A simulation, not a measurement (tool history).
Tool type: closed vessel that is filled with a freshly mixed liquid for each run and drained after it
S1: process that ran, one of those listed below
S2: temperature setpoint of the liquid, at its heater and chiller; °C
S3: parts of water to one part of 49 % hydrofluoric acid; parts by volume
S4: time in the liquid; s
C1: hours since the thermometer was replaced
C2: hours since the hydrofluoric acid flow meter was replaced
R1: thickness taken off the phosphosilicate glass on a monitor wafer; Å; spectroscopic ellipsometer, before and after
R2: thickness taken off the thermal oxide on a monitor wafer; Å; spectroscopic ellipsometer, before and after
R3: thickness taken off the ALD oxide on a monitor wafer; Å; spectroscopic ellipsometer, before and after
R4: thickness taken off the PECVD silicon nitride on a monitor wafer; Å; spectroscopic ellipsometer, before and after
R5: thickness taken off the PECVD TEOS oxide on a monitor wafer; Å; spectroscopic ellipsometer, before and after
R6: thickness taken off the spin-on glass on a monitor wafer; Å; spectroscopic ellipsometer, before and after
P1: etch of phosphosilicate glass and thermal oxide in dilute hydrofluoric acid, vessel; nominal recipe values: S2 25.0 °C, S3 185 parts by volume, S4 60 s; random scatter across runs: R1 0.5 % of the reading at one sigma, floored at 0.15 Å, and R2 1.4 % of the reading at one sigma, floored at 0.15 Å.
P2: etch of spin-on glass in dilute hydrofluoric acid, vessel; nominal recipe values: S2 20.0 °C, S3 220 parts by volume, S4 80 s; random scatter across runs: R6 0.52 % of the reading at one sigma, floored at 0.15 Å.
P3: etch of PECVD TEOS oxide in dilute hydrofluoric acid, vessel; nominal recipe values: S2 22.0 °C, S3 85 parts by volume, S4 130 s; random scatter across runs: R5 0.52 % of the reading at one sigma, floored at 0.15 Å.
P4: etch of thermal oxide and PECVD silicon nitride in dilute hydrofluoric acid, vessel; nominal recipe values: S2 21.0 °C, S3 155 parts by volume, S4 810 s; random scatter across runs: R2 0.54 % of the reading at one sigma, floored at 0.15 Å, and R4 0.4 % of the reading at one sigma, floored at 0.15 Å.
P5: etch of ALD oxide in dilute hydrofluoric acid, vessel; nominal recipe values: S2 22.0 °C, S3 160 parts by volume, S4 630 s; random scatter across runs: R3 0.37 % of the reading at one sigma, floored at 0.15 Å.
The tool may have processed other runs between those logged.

run,hour,S1,S2,S3,S4,C1,C2,R1,R2,R3,R4,R5,R6
1,14.1,P1,25.0,185,60,1663.8,482.1,461.33,14.5900,,,,
2,27.7,P5,22.0,160,260,1677.4,495.7,,,223.80,,,
3,39.7,P4,27.0,155,810,1689.4,507.7,,249.5400,,330.81,,
4,51.2,P5,22.0,160,630,1700.9,519.2,,,544.34,,,
5,59.1,P5,22.0,160,630,1708.8,527.1,,,541.49,,,
6,72.5,P1,25.0,185,60,1722.2,540.5,459.65,14.3690,,,,
7,83.8,P1,25.0,185,60,1733.5,551.8,460.83,14.7650,,,,
8,96.2,P1,25.0,185,30,1745.9,564.2,231.15,7.2325,,,,
9,111.1,P1,18.5,185,30,1760.8,579.1,178.37,5.6410,,,,
# hour 114.8: hydrofluoric acid flow meter replaced
10,127.0,P3,22.0,140,130,1776.7,12.3,,,,,200.09,
11,140.8,P1,25.0,185,60,1790.5,26.1,464.42,14.5820,,,,
12,153.6,P2,20.0,220,80,1803.3,38.9,,,,,,176.560
13,168.3,P3,22.0,85,255,1818.0,53.6,,,,,685.33,
14,176.7,P1,25.0,85,60,1826.4,62.0,1132.00,35.8030,,,,
15,183.8,P1,29.5,185,60,1833.5,69.1,538.89,16.9170,,,,
16,197.6,P5,22.0,265,630,1847.3,82.9,,,293.30,,,
17,205.9,P1,30.0,185,30,1855.6,91.2,276.72,8.6948,,,,
18,219.7,P1,25.0,290,60,1869.4,105.0,265.26,8.2069,,,,
19,233.1,P4,21.0,25,810,1882.8,118.4,,1407.0000,,1321.70,,
20,245.6,P1,25.0,185,60,1895.3,130.9,462.73,14.4870,,,,
21,255.3,P4,21.0,155,1490,1905.0,140.6,,364.8800,,412.49,,
22,263.5,P3,27.0,85,130,1913.2,148.8,,,,,424.54,
23,276.1,P3,22.0,85,130,1925.8,161.4,,,,,349.74,
24,292.3,P5,30.0,160,630,1942.0,177.6,,,727.82,,,
25,306.6,P4,21.0,155,810,1956.3,191.9,,198.3000,,224.12,,
26,318.9,P3,22.0,85,130,1968.6,204.2,,,,,347.08,
27,333.6,P2,20.0,220,30,1983.3,218.9,,,,,,67.281
28,342.6,P1,18.0,105,60,1992.3,227.9,673.49,20.9480,,,,
29,352.3,P1,17.0,185,60,2002.0,237.6,339.36,10.7810,,,,
30,363.6,P1,25.0,185,105,2013.3,248.9,803.78,25.3740,,,,
31,377.5,P2,20.0,85,80,2027.2,262.8,,,,,,528.720
32,388.7,P2,17.0,220,80,2038.4,274.0,,,,,,158.920
33,405.0,P1,25.0,185,60,2054.7,290.3,461.41,14.1720,,,,
34,415.9,P1,25.0,185,60,2065.6,301.2,448.01,14.6830,,,,
35,432.1,P1,25.0,185,60,2081.8,317.4,441.02,13.6560,,,,
36,448.0,P1,25.0,185,60,2097.7,333.3,432.72,13.6350,,,,
37,461.3,P1,25.0,185,60,2111.0,346.6,433.50,13.6680,,,,
38,472.0,P1,25.0,185,60,2121.7,357.3,431.34,13.3530,,,,
39,483.8,P1,25.0,185,60,2133.5,369.1,426.53,13.2810,,,,

P1 has crept away from where it was. The log is fitted equally well by each of these 2 causes, at the sizes shown:
A: hydrofluoric acid flow below the setpoint (%) = 5.51
B: liquid colder than its thermometer reads (K) = 1.85
Creep in the process output first set in at about hour 405.0.

Below are 4 check runs, each on a single wafer, with their results shown as question marks. Which of them would tell the listed causes apart, meaning the causes would give clearly different results under it?
check 1,495.6,P4,25.5,40,810,,,,?,,?,,
check 2,495.6,P2,20.0,115,80,,,,,,,,?
check 3,495.6,P3,26.5,130,130,,,,,,,?,
check 4,495.6,P5,22.0,240,630,,,,,?,,,

Predicted outcomes, by check and by cause:
check,result,if A,if B
check 1,R2,993.8800,977.5600
check 1,R4,1084.70,1011.80
check 2,R6,356.290,352.070
check 3,R5,241.16,240.06
check 4,R3,309.87,310.32
Separation of the two closest causes in each check, using whichever result separates them best: check 1 6.95 %; check 2 1.19 %; check 3 0.46 %; check 4 0.14 %
Check 1 is the one run that separates the causes; every other check would come out nearly the same whichever cause is at work.

Running check 1 produced the following: R2 972.9200 Å; R4 1007.30 Å. Which one of the listed causes fits?

The cause is B: liquid colder than its thermometer reads (K).
